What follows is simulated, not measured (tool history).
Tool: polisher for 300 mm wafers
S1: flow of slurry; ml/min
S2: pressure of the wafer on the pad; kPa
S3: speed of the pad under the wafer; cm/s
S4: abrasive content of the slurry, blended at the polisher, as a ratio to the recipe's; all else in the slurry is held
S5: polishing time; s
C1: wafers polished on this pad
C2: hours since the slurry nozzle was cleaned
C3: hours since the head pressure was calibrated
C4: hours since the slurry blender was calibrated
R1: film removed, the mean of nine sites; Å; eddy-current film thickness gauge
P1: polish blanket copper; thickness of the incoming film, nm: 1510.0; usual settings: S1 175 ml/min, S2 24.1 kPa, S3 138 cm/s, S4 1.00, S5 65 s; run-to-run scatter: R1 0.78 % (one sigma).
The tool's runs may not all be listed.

run,day,S1,S2,S3,S4,S5,C1,C2,C3,C4,R1
1,0.208,175,24.1,138,1.00,65,686,634.0,314.7,282.7,3720.7
2,0.450,175,24.1,84,1.00,65,748,639.8,320.5,288.5,2274.1
3,0.738,175,24.1,138,1.00,65,822,646.7,327.4,295.4,3709.3
4,0.988,175,24.1,138,1.00,35,887,652.7,333.4,301.4,2038.2
5,1.221,105,24.1,138,1.00,65,947,658.3,339.0,307.0,3414.1
6,1.579,175,24.1,138,1.00,65,1039,666.9,347.6,315.6,3752.8
7,1.962,175,11.0,138,1.00,65,1138,676.1,356.8,324.8,1714.8
8,2.325,175,30.3,138,1.00,65,1232,684.8,365.5,333.5,4715.4
9,2.600,175,24.1,138,1.00,65,1303,691.4,372.1,340.1,3804.2
10,2.979,175,24.1,138,0.60,100,1401,700.5,381.2,349.2,5161.7
11,3.308,175,24.1,138,0.55,65,1486,708.4,389.1,357.1,3310.8
12,3.675,175,24.1,138,1.35,65,1580,717.2,397.9,365.9,4010.8
13,3.958,175,24.1,200,1.00,65,1653,724.0,404.7,372.7,5391.5
14,4.142,275,24.1,138,1.00,65,1701,728.4,409.1,377.1,4013.9
15,4.479,175,24.1,138,1.00,89,1788,736.5,417.2,385.2,5119.9
16,4.729,175,24.1,138,1.00,65,1852,742.5,423.2,391.2,3792.4
17,4.912,175,36.5,198,1.00,65,1900,746.9,427.6,395.6,8108.4
18,5.096,175,24.1,138,1.00,65,1947,751.3,432.0,400.0,3781.5
19,5.400,175,24.1,138,1.00,65,2025,758.6,439.3,407.3,3787.4
20,5.662,175,24.1,138,1.00,65,2093,764.9,445.6,413.6,3762.1
21,5.954,175,24.1,138,1.00,65,2168,771.9,452.6,420.6,3695.8
22,6.242,175,24.1,138,1.00,65,2243,778.8,459.5,427.5,3601.6
23,6.567,175,24.1,138,1.00,65,2326,786.6,467.3,435.3,3612.5
24,6.896,175,24.1,138,1.00,65,2411,794.5,475.2,443.2,3589.8
25,7.146,175,24.1,138,1.00,65,2476,800.5,481.2,449.2,3561.4
# day 7.292: head pressure recalibrated
26,7.492,175,24.1,138,1.00,65,2565,808.8,4.8,457.5,3562.8
# day 7.612: slurry blender recalibrated
27,7.754,175,24.1,138,1.00,65,2633,815.1,11.1,3.5,3535.2
28,8.083,175,24.1,138,1.00,65,2718,823.0,19.0,11.4,3552.3
29,8.392,175,24.1,138,1.00,65,2797,830.4,26.4,18.8,3515.7

What P1 gives has crept away from where it was. These 2 causes fit the log equally well, each at the size given:
A: slurry flow missing at the pad, % = 28
B: removal rate lost through wear of the pad, % = 5.61
The creep began at about day 5.662.
Why every other cause is out:
head's pressure below its setpoint, %: serviced at day 7.292, which brought nothing back
abrasive missing from the slurry, %: serviced at day 7.612, which brought nothing back

4 check runs are offered, each on 3 wafers whose results are averaged, their results left as question marks. Which one tells the causes apart?
check 1,8.700,105,24.1,100,1.00,65,,,,,?
check 2,8.700,175,12.4,138,1.00,65,,,,,?
check 3,8.700,175,11.0,138,1.20,65,,,,,?
check 4,8.700,175,13.1,138,0.60,65,,,,,?

What each check would give under each cause:
check,result,if A,if B
check 1,R1,2247.6,2323.6
check 2,R1,1818.9,1818.8
check 3,R1,1681.9,1681.8
check 4,R1,1726.7,1726.6
How far apart the two closest causes lie, in the result that separates them most: check 1 3.33 %; check 2 0.01 %; check 3 0.01 %; check 4 0.01 %
Only check 1 tells the causes apart: in the others they would give nearly the same result.

Then check 1 was run and gave: R1 2324.6 Å. Which cause is it?

It is B: removal rate lost through wear of the pad, %.
